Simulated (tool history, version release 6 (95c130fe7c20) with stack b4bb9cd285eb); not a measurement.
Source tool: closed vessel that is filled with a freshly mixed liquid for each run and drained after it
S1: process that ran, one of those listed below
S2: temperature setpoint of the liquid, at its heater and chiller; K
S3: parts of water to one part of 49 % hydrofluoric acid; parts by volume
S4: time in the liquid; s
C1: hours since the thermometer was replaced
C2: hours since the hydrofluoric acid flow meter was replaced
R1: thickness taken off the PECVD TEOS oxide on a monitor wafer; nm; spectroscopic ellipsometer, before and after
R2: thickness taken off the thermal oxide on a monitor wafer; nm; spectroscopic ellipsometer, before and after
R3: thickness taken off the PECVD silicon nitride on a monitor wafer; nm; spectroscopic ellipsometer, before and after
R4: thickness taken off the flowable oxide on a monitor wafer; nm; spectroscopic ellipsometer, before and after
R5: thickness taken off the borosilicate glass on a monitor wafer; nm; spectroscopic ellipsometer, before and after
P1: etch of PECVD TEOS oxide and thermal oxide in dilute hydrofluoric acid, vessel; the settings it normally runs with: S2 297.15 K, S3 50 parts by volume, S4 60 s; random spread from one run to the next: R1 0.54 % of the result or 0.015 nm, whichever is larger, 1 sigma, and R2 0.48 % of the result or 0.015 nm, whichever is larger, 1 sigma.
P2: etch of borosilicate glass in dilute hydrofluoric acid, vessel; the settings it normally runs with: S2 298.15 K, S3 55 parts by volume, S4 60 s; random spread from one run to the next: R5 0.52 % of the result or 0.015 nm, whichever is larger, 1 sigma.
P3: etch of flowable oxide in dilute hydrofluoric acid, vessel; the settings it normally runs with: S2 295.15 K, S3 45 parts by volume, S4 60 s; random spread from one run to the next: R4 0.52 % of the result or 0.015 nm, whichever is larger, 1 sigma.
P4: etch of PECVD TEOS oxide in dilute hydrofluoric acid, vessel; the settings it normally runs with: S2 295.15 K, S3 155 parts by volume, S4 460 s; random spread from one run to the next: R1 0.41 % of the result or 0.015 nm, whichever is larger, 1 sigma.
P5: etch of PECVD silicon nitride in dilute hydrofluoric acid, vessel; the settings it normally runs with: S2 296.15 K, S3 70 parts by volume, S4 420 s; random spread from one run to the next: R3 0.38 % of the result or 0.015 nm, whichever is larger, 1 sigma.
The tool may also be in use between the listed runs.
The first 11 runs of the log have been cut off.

run 12 hour=83.0 | S1=P5 S2=296.15 S3=70 S4=420 | C1=344.5 C2=751.7 | R3=29.825
run 13 hour=89.4 | S1=P2 S2=302.65 S3=55 S4=60 | C1=350.9 C2=758.1 | R5=76.973
run 14 hour=96.6 | S1=P1 S2=297.15 S3=50 S4=60 | C1=358.1 C2=765.3 | R1=15.3850 R2=6.0911
run 15 hour=101.9 | S1=P1 S2=297.15 S3=50 S4=60 | C1=363.4 C2=770.6 | R1=15.2860 R2=6.1536
run 16 hour=109.7 | S1=P4 S2=299.65 S3=155 S4=460 | C1=371.2 C2=778.4 | R1=70.0340
run 17 hour=114.6 | S1=P5 S2=296.15 S3=100 S4=420 | C1=376.1 C2=783.3 | R3=20.897
run 18 hour=120.1 | S1=P1 S2=297.15 S3=50 S4=60 | C1=381.6 C2=788.8 | R1=15.4150 R2=6.2036
run 19 hour=125.8 | S1=P2 S2=298.15 S3=90 S4=60 | C1=387.3 C2=794.5 | R5=37.636
run 20 hour=134.5 | S1=P3 S2=295.15 S3=45 S4=30 | C1=396.0 C2=803.2 | R4=14.321
run 21 hour=142.0 | S1=P1 S2=297.15 S3=50 S4=110 | C1=403.5 C2=810.7 | R1=28.1600 R2=11.2120
run 22 hour=150.2 | S1=P2 S2=298.15 S3=55 S4=95 | C1=411.7 C2=818.9 | R5=101.780
run 23 hour=154.5 | S1=P3 S2=295.15 S3=45 S4=60 | C1=416.0 C2=823.2 | R4=28.854
run 24 hour=160.4 | S1=P2 S2=298.15 S3=55 S4=60 | C1=421.9 C2=829.1 | R5=64.706
run 25 hour=169.7 | S1=P4 S2=295.15 S3=75 S4=460 | C1=431.2 C2=838.4 | R1=134.5100
run 26 hour=174.7 | S1=P1 S2=297.15 S3=50 S4=60 | C1=436.2 C2=843.4 | R1=15.1750 R2=6.0442
run 27 hour=183.0 | S1=P1 S2=290.15 S3=50 S4=60 | C1=444.5 C2=851.7 | R1=11.3450 R2=4.5387
run 28 hour=190.6 | S1=P3 S2=295.15 S3=20 S4=60 | C1=452.1 C2=859.3 | R4=67.036
run 29 hour=195.7 | S1=P1 S2=297.15 S3=50 S4=60 | C1=457.2 C2=864.4 | R1=15.1930 R2=6.1334

Expected results for the next run?
run 30 hour=204.5 | S1=P1 S2=297.15 S3=50 S4=60 | C1=466.0 C2=873.2 | R1=? R2=?

Run 30 produced R1 15.4030 nm, R2 6.1464 nm.
